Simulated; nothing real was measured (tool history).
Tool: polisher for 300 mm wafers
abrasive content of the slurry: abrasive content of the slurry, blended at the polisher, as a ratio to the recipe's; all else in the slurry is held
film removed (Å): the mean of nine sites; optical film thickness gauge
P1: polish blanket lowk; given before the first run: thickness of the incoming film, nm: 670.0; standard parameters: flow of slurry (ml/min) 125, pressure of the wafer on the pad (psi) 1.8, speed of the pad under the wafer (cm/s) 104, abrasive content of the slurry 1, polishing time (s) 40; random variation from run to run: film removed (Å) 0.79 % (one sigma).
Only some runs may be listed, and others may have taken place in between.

run	day	flow of slurry (ml/min)	pressure of the wafer on the pad (psi)	speed of the pad under the wafer (cm/s)	abrasive content of the slurry	polishing time (s)	film removed (Å)
1	0.342	125	1.8	104	1	40	138.29
2	0.612	125	1.8	104	1	40	140.59
3	1.029	125	1.8	104	1	55	193.57
4	1.45	125	1.8	104	1	40	140.62
5	1.821	125	0.9	104	1	40	70.726
6	2.108	125	1.8	104	0.5	40	96.119
7	2.362	165	1.8	104	1	40	148.24
8	2.575	125	2.7	104	1	40	210.58
9	2.867	125	1.8	104	1	40	139.24
# day 2.958: slurry blender recalibrated
10	3.292	125	1.8	164	1	40	203.28
# day 3.483: slurry nozzle cleaned
11	3.542	125	1.8	48	1	40	75.913
12	3.938	95	1.8	140	1	40	164.85
13	4.129	125	1.8	104	1	40	140.59
14	4.404	125	1.8	104	1	26	91.356
15	4.812	75	1.8	104	1	40	122.23
16	5.138	125	1.8	104	1.35	40	159.7
17	5.433	125	1.8	130	0.75	40	145
18	5.788	125	1.8	104	1	40	138.67
19	6.05	125	1.8	104	1	40	136.01
20	6.254	125	1.8	104	1	40	132.31
21	6.546	125	1.8	104	1	40	130.7
# day 6.804: worn pad replaced by a new one
# day 6.892: head pressure recalibrated
# day 6.896: conditioning disc replaced and pad reconditioned
22	6.929	125	1.8	104	1	40	127.92
23	7.342	125	1.8	104	1	40	125.27
24	7.646	125	1.8	104	1	40	125.28

What P1 gives has crept away from where it was. These 2 causes fit the log equally well, each at the size given:
A: abrasive missing from the slurry, % = 19.4
B: slurry flow missing at the pad, % = 34.3
The onset of the drift is placed at about day 5.788.
Ruled out, with reasons:
removal rate lost through wear of the pad, %: serviced after onset, at day 6.804, with no recovery of the prior output
head's pressure below its setpoint, %: serviced after onset, at day 6.892, with no recovery of the prior output
time polished since the conditioner stopped cutting, s: serviced after onset, at day 6.896, with no recovery of the prior output

Of the 4 check runs below, each run on 3 wafers with the results averaged and each result still a question mark, which one would tell the listed causes apart?
check 1	7.95	125	1.8	76	1	40	?
check 2	7.95	125	1.8	80	1	40	?
check 3	7.95	90	1.8	62	1	40	?
check 4	7.95	125	2.1	104	1	40	?

How each check would come out, cause by cause:
check	result	if A	if B
check 1	film removed (Å)	98.11	98.084
check 2	film removed (Å)	102.22	102.19
check 3	film removed (Å)	77.107	74.509
check 4	film removed (Å)	147.11	147.07
Distance between the nearest two causes, measured in the result of the check that separates them most: check 1 0.03 %; check 2 0.03 %; check 3 3.43 %; check 4 0.03 %
Only in check 3 would the causes give clearly different results; in the remaining checks their results would be nearly the same.

Here is what check 3 returned: film removed (Å) 73.839. Which cause is it?

It is B: slurry flow missing at the pad, %.
